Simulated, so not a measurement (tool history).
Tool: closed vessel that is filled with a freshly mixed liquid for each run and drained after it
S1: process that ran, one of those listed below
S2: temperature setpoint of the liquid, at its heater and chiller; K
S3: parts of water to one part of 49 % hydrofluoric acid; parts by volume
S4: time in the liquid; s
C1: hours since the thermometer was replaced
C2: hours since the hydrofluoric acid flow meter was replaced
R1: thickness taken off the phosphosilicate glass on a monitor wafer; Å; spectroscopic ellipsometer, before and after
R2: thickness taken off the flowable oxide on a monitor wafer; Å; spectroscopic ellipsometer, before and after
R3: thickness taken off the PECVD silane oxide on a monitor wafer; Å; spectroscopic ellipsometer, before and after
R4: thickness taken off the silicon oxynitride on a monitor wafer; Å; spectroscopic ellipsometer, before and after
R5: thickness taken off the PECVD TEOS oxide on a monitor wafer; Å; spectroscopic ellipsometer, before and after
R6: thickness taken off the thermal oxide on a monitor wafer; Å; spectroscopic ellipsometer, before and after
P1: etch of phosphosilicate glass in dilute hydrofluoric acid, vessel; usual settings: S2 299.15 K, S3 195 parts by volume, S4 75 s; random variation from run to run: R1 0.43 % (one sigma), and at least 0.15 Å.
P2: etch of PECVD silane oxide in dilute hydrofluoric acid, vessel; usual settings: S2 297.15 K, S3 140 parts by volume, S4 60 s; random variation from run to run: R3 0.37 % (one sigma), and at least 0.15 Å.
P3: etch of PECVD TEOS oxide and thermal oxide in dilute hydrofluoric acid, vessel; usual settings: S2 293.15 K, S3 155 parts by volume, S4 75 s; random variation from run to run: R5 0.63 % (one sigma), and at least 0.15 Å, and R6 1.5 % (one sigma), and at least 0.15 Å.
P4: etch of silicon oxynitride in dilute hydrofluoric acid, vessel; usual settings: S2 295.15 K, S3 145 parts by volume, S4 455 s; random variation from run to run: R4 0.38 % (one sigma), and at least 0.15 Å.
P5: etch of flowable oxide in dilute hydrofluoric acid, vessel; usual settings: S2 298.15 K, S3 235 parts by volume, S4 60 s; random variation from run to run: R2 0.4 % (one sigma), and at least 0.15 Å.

| run | day | S1 | S2 | S3 | S4 | C1 | C2 | R1 | R2 | R3 | R4 | R5 | R6 |
|---|---|---|---|---|---|---|---|---|---|---|---|---|---|
| 1 | 0.383 | P1 | 299.15 | 195 | 75 | 943.2 | 443.8 | 345.76 |  |  |  |  |  |
| 2 | 0.842 | P5 | 298.15 | 235 | 30 | 954.2 | 454.8 |  | 30.274 |  |  |  |  |
| 3 | 1.138 | P1 | 299.15 | 195 | 30 | 961.3 | 461.9 | 138.19 |  |  |  |  |  |
| 4 | 1.383 | P1 | 294.15 | 335 | 75 | 967.2 | 467.8 | 146.5 |  |  |  |  |  |
| 5 | 1.692 | P2 | 297.15 | 140 | 30 | 974.6 | 475.2 |  |  | 100.84 |  |  |  |
| 6 | 2.158 | P2 | 297.15 | 235 | 60 | 985.8 | 486.4 |  |  | 107.7 |  |  |  |
| 7 | 2.417 | P1 | 299.15 | 195 | 75 | 992 | 492.6 | 345.74 |  |  |  |  |  |
| 8 | 2.875 | P1 | 299.15 | 105 | 35 | 1003 | 503.6 | 333.9 |  |  |  |  |  |
| 9 | 3.188 | P1 | 294.15 | 195 | 75 | 1010.5 | 511.1 | 285.97 |  |  |  |  |  |
| 10 | 3.533 | P2 | 297.15 | 140 | 60 | 1018.8 | 519.4 |  |  | 201.77 |  |  |  |
| 11 | 3.892 | P5 | 298.15 | 115 | 60 | 1027.4 | 528 |  | 142.89 |  |  |  |  |
| 12 | 4.3 | P4 | 295.15 | 145 | 455 | 1037.2 | 537.8 |  |  |  | 93.61 |  |  |
| 13 | 4.675 | P3 | 293.15 | 260 | 75 | 1046.2 | 546.8 |  |  |  |  | 24.258 | 10.166 |
| 14 | 5.125 | P5 | 305.65 | 235 | 60 | 1057 | 557.6 |  | 78.724 |  |  |  |  |
| 15 | 5.404 | P1 | 299.15 | 95 | 75 | 1063.7 | 564.3 | 800.46 |  |  |  |  |  |
| 16 | 5.862 | P1 | 299.15 | 195 | 75 | 1074.7 | 575.3 | 346.9 |  |  |  |  |  |
| 17 | 6.279 | P4 | 295.15 | 145 | 455 | 1084.7 | 585.3 |  |  |  | 93.496 |  |  |
| 18 | 6.688 | P2 | 297.15 | 140 | 60 | 1094.5 | 595.1 |  |  | 199.61 |  |  |  |
| 19 | 7.117 | P3 | 290.15 | 155 | 75 | 1104.8 | 605.4 |  |  |  |  | 40.159 | 16.374 |
| 20 | 7.442 | P1 | 299.15 | 195 | 75 | 1112.6 | 613.2 | 347.85 |  |  |  |  |  |
| 21 | 7.9 | P4 | 295.15 | 145 | 910 | 1123.6 | 624.2 |  |  |  | 186.4 |  |  |
| 22 | 8.233 | P5 | 298.15 | 235 | 60 | 1131.6 | 632.2 |  | 60.661 |  |  |  |  |
| 23 | 8.675 | P3 | 293.15 | 155 | 75 | 1142.2 | 642.8 |  |  |  |  | 45.338 | 19.077 |
| 24 | 9.042 | P1 | 306.65 | 195 | 75 | 1151 | 651.6 | 448.71 |  |  |  |  |  |
| 25 | 9.567 | P4 | 295.15 | 35 | 455 | 1163.6 | 664.2 |  |  |  | 421.54 |  |  |
| 26 | 9.879 | P5 | 298.15 | 235 | 60 | 1171.1 | 671.7 |  | 61.169 |  |  |  |  |
| 27 | 10.15 | P2 | 291.15 | 140 | 60 | 1177.6 | 678.2 |  |  | 159.59 |  |  |  |
| 28 | 10.467 | P4 | 290.15 | 145 | 455 | 1185.2 | 685.8 |  |  |  | 73.865 |  |  |
| 29 | 10.862 | P3 | 293.15 | 155 | 40 | 1194.7 | 695.3 |  |  |  |  | 24.616 | 9.7728 |
| 30 | 11.142 | P1 | 299.15 | 195 | 135 | 1201.4 | 702 | 618.28 |  |  |  |  |  |
| 31 | 11.492 | P1 | 299.15 | 195 | 75 | 1209.8 | 710.4 | 346.99 |  |  |  |  |  |
| 32 | 11.883 | P1 | 299.15 | 290 | 75 | 1219.2 | 719.8 | 208.51 |  |  |  |  |  |
| 33 | 12.283 | P3 | 293.15 | 155 | 75 | 1228.8 | 729.4 |  |  |  |  | 45.509 | 18.651 |
| 34 | 12.683 | P1 | 299.15 | 195 | 75 | 1238.4 | 739 | 346.66 |  |  |  |  |  |
| 35 | 13.196 | P1 | 299.15 | 195 | 75 | 1250.7 | 751.3 | 334.7 |  |  |  |  |  |
| 36 | 13.5 | P1 | 299.15 | 195 | 75 | 1258 | 758.6 | 328.29 |  |  |  |  |  |
| 37 | 13.958 | P1 | 299.15 | 195 | 75 | 1269 | 769.6 | 325.78 |  |  |  |  |  |
| 38 | 14.388 | P1 | 299.15 | 195 | 75 | 1279.3 | 779.9 | 321.89 |  |  |  |  |  |
| 39 | 14.833 | P1 | 299.15 | 195 | 75 | 1290 | 790.6 | 319.86 |  |  |  |  |  |
| 40 | 15.196 | P1 | 299.15 | 195 | 75 | 1298.7 | 799.3 | 321.23 |  |  |  |  |  |
| 41 | 15.75 | P1 | 299.15 | 195 | 75 | 1312 | 812.6 | 317.8 |  |  |  |  |  |
| 42 | 16.275 | P1 | 299.15 | 195 | 75 | 1324.6 | 825.2 | 318.32 |  |  |  |  |  |

What P1 gives has crept away from where it was. These 2 causes fit the log equally well, each at the size given:
A: hydrofluoric acid flow below the setpoint (%) = 6.29
B: liquid colder than its thermometer reads (K) = 2.17
The creep began at about day 12.683.

4 check runs are offered, one wafer each, their results left as question marks. Which one tells the causes apart?
| check 1 | 16.8 | P3 | 293.15 | 250 | 75 |  |  |  |  |  |  | ? | ? |
| check 2 | 16.8 | P5 | 298.15 | 130 | 30 |  |  |  | ? |  |  |  |  |
| check 3 | 16.8 | P2 | 297.15 | 220 | 60 |  |  |  |  | ? |  |  |  |
| check 4 | 16.8 | P4 | 295.15 | 45 | 455 |  |  |  |  |  | ? |  |  |

What each check would give under each cause:
| check | result | if A | if B |
|---|---|---|---|
| check 1 | R5 | 23.75 | 23.703 |
| check 1 | R6 | 9.634 | 9.6152 |
| check 2 | R2 | 57.477 | 56.976 |
| check 3 | R3 | 108.07 | 108.1 |
| check 4 | R4 | 304.19 | 291.81 |
How far apart the two closest causes lie, in the result that separates them most: check 1 0.2 %; check 2 0.88 %; check 3 0.02 %; check 4 4.16 %
Only check 4 tells the causes apart: in the others they would give nearly the same result.

Then check 4 was run and gave: R4 293.15 Å. Which cause is it?

It is B: liquid colder than its thermometer reads (K).
